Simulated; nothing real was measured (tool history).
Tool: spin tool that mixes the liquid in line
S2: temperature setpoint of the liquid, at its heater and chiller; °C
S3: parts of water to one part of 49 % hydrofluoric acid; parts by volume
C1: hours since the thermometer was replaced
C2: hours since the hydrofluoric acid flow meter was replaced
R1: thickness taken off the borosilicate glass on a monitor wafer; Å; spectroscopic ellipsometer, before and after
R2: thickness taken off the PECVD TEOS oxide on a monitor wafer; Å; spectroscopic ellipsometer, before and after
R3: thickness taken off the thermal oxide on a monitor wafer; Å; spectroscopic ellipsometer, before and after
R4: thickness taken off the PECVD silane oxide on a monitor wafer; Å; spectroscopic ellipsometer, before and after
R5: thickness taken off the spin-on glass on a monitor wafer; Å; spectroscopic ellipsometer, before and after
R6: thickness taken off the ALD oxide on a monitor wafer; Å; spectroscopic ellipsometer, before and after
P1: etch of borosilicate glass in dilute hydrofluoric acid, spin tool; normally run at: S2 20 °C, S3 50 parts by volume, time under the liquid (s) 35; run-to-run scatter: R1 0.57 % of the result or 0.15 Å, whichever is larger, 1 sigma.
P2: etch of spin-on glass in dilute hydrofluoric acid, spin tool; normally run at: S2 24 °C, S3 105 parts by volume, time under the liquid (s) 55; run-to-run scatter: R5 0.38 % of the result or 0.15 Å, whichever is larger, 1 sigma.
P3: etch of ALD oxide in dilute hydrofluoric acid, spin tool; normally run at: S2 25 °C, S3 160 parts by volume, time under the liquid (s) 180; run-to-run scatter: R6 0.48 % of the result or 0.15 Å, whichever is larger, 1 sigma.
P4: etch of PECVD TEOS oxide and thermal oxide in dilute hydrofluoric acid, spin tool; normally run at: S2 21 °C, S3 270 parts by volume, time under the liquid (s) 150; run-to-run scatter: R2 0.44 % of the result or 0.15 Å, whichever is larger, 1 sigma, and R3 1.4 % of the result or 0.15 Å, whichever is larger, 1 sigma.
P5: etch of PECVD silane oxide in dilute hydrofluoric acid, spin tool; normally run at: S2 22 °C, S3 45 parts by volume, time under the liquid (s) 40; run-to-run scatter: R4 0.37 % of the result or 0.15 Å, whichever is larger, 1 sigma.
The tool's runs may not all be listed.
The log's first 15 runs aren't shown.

Run 16, hour 161.3: process that ran P1, S2 20 °C, S3 20 parts by volume, time under the liquid (s) 35; C1 1862.1; C2 738.6. Result: R1 477.7 Å.
Run 17, hour 172.7: process that ran P1, S2 17 °C, S3 50 parts by volume, time under the liquid (s) 50; C1 1873.5; C2 750. Result: R1 236.35 Å.
Run 18, hour 184.3: process that ran P1, S2 20 °C, S3 50 parts by volume, time under the liquid (s) 35; C1 1885.1; C2 761.6. Result: R1 185.62 Å.
Run 19, hour 196.6: process that ran P1, S2 17 °C, S3 50 parts by volume, time under the liquid (s) 65; C1 1897.4; C2 773.9. Result: R1 304.47 Å.
Run 20, hour 206.4: process that ran P3, S2 25 °C, S3 45 parts by volume, time under the liquid (s) 180; C1 1907.2; C2 783.7. Result: R6 596.39 Å.
Run 21, hour 216.7: process that ran P1, S2 20 °C, S3 50 parts by volume, time under the liquid (s) 65; C1 1917.5; C2 794. Result: R1 347.21 Å.
Run 22, hour 224.2: process that ran P1, S2 17 °C, S3 50 parts by volume, time under the liquid (s) 35; C1 1925; C2 801.5. Result: R1 163.64 Å.
Run 23, hour 237.5: process that ran P4, S2 21 °C, S3 270 parts by volume, time under the liquid (s) 290; C1 1938.3; C2 814.8. Result: R2 223.26 Å, R3 38.453 Å.
Run 24, hour 252.9: process that ran P1, S2 24 °C, S3 30 parts by volume, time under the liquid (s) 35; C1 1953.7; C2 830.2. Result: R1 376.02 Å.
Run 25, hour 263.9: process that ran P3, S2 17.5 °C, S3 160 parts by volume, time under the liquid (s) 180; C1 1964.7; C2 841.2. Result: R6 108.98 Å.
Run 26, hour 275.8: process that ran P3, S2 25 °C, S3 160 parts by volume, time under the liquid (s) 330; C1 1976.6; C2 853.1. Result: R6 264.06 Å.
Run 27, hour 288.5: process that ran P2, S2 24 °C, S3 105 parts by volume, time under the liquid (s) 15; C1 1989.3; C2 865.8. Result: R5 42.193 Å.
Run 28, hour 296.1: process that ran P5, S2 28.5 °C, S3 45 parts by volume, time under the liquid (s) 40; C1 1996.9; C2 873.4. Result: R4 351.9 Å.
Run 29, hour 309.2: process that ran P4, S2 21 °C, S3 270 parts by volume, time under the liquid (s) 150; C1 2010; C2 886.5. Result: R2 115.86 Å, R3 19.981 Å.

Forecast run 30:
Run 30, hour 323.2: process that ran P2, S2 18 °C, S3 105 parts by volume, time under the liquid (s) 55; C1 2024; C2 900.5. Result: R5 ?.

R5: 119.87 Å
